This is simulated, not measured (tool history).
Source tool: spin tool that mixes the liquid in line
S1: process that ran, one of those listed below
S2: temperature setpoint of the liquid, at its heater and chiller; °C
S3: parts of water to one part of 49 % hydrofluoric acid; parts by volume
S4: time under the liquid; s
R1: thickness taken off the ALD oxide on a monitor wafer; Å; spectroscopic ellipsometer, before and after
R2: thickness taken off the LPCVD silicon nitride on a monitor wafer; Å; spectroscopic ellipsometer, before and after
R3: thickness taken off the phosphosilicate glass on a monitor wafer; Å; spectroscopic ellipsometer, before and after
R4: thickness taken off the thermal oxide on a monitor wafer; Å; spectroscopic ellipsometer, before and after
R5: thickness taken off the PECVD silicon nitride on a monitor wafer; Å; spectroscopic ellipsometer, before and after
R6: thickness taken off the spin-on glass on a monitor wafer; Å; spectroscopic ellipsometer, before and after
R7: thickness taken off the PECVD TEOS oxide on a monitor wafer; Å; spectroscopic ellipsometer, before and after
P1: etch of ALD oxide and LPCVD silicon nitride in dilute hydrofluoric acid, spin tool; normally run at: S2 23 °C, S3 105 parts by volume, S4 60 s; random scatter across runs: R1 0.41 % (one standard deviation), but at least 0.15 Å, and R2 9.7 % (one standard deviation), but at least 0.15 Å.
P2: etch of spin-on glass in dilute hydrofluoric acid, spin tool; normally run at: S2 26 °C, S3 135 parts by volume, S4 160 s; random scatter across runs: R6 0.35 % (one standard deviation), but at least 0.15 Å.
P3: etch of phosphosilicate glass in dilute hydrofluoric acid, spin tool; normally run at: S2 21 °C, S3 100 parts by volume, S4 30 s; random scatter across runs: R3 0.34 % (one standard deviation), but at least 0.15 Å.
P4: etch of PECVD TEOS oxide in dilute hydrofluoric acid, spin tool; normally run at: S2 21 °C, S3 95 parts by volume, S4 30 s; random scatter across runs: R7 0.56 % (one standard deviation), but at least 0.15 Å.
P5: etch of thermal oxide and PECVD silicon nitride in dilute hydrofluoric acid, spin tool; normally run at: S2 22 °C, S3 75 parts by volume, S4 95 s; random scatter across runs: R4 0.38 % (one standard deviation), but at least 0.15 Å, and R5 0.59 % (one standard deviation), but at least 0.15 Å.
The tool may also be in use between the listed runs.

run   hour  S1    S2   S3   S4      R1       R2      R3      R4      R5      R6      R7
  1     10  P1    23  105   60   57.09    2.567
  2     25  P3  25.5  100   30                   319.33
  3   39.6  P1  18.5  105   60  47.416   1.8301
  4   51.7  P5  30.5   75   95                           83.824  74.568
  5   61.8  P1  29.5   60   60  136.55   6.6884
  6   69.1  P3    21  145   30                   174.34
  7   80.3  P1    23  105   15  14.157  0.83245
  8   90.8  P1    23  105   60  57.233   2.3786
  9  103.2  P5    22   20   95                           241.81  153.53
 10  118.4  P2    26  135   70                                           186.43
     124.3  -- hydrofluoric acid flow meter replaced
 11  128.1  P1    23  105   60  56.721   3.0565
 12  137.4  P2    26  135  160                                           426.38
 13  149.2  P5    22   75   95                           59.494  43.217
 14  160.3  P2    26  135  160                                           425.47
 15    174  P4    21   95   60                                                   160.12
 16  187.9  P1    23  145   60  39.245   1.9857
 17  198.7  P2    26   60  160                                           1050.3
 18  214.1  P1    23  105   60  56.751    2.567
 19  221.8  P5    22   75  175                           109.05   79.49
 20  237.2  P5    22   75   95                           59.667  42.911
 21  251.8  P3    21  100   50                   440.62
 22  260.6  P4    17   95   30                                                   67.444
 23  271.8  P4    21   20   30                                                    410.9
 24  287.4  P2  20.5  135  160                                           345.44
 25  303.2  P1    23  105  105  99.265   4.6761
 26  317.7  P1    23  105   60  57.245   2.4132
 27  326.7  P4    21   95   30                                                   80.165
 28  335.5  P1    23   65   60  96.436   4.5382
 29  347.6  P1  28.5  105   60  70.257   3.2566
 30    355  P3    21  100   30                   264.58
 31  362.9  P1    23  105   60  56.982   2.7838
 32  369.8  P1    23  105   60  57.877   2.8335
 33  383.2  P1    23  105   60  59.318   3.0758
 34  395.1  P1    23  105   60  59.845   2.7803
 35  405.4  P1    23  105   60  59.723   2.2902
 36  413.7  P1    23  105   60  60.035    2.192
 37  424.1  P1    23  105   60    60.3   3.2521
 38  433.4  P1    23  105   60  59.921   2.8505
 39    448  P1    23  105   60  60.138   3.1268

What P1 gives has crept off from where it sat before. The 2 causes that follow fit the log equally well, each at the size noted:
A: hydrofluoric acid flow above the setpoint (%) = 5.15
B: liquid hotter than its thermometer reads (K) = 1.43
At approximately hour 362.9, the process output began to creep.

Below are 4 check runs, each averaged over 2 wafers, with their results shown as question marks. Which of them would give clearly different results depending on which cause is behind the drift?
check 1  462.6  P3  21  100   30           ?
check 2  462.6  P5  22   75   95               ?   ?
check 3  462.6  P4  21   95   30                           ?
check 4  462.6  P2  26  135  160                       ?

If the cause were each of the candidates in turn, the checks would give the following:
  check  result    if A    if B
check 1      R3  280.17  280.72
check 2      R4  62.873  63.106
check 2      R5  45.093  47.268
check 3      R7  83.992    84.2
check 4      R6   450.8  448.76
How far apart the two closest causes lie, in the result that separates them most: check 1 0.2 %; check 2 4.71 %; check 3 0.25 %; check 4 0.45 %
The causes can be told apart only by check 2. The other checks would give nearly the same results under each of them.

Check 2 was then run and gave: R4 62.634 Å; R5 45.273 Å. Which cause is it?

It is A: hydrofluoric acid flow above the setpoint (%).

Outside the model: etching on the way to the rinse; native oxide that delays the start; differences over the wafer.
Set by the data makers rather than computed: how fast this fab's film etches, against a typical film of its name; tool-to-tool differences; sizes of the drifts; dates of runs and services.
